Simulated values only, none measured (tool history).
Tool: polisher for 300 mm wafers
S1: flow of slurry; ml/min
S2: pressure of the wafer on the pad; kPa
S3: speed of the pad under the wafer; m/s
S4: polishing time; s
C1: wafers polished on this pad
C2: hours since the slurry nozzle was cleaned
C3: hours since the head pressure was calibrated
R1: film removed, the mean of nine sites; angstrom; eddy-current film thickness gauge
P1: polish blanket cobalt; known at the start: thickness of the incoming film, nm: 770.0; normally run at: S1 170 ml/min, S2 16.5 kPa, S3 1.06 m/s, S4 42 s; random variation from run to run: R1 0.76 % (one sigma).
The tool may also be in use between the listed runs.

run	hour	S1	S2	S3	S4	C1	C2	C3	R1
1	5.1	170	16.5	1.06	42	751	225.5	868.0	2256.6
2	10.5	100	16.5	1.06	42	809	230.9	873.4	2037.2
3	15.8	170	24.1	1.06	42	866	236.2	878.7	3340.0
4	20.3	170	16.5	1.06	42	915	240.7	883.2	2269.9
5	27.8	170	16.5	1.06	42	995	248.2	890.7	2252.0
6	35.7	170	16.5	1.06	19	1080	256.1	898.6	1027.2
7	42.2	170	16.5	1.06	59	1150	262.6	905.1	3190.5
8	48.2	170	16.5	1.06	42	1215	268.6	911.1	2259.8
9	56.4	170	16.5	1.06	42	1303	276.8	919.3	2263.6
10	64.2	240	16.5	1.06	42	1387	284.6	927.1	2353.9
# hour 65.6: head pressure recalibrated
11	71.0	170	16.5	1.06	42	1460	291.4	5.4	2268.0
12	77.3	170	22.8	1.06	29	1528	297.7	11.7	2153.2
13	81.4	170	16.5	0.60	42	1572	301.8	15.8	1277.5
14	88.4	170	10.3	1.06	42	1647	308.8	22.8	1415.6
15	96.3	170	16.5	1.64	42	1732	316.7	30.7	3484.6
16	101.0	170	16.5	1.06	42	1783	321.4	35.4	2243.4
17	105.8	170	16.5	1.06	42	1835	326.2	40.2	2244.1
18	113.6	170	16.5	1.06	42	1919	334.0	48.0	2199.3
19	121.5	170	16.5	1.06	42	2004	341.9	55.9	2156.7
# hour 127.5: head pressure recalibrated
20	128.7	170	16.5	1.06	42	2081	349.1	1.3	2132.4

Run 21 comes next. What will it give?
21	134.9	170	16.5	1.06	42	2148	355.3	7.5	?

R1: 2139.4 angstrom
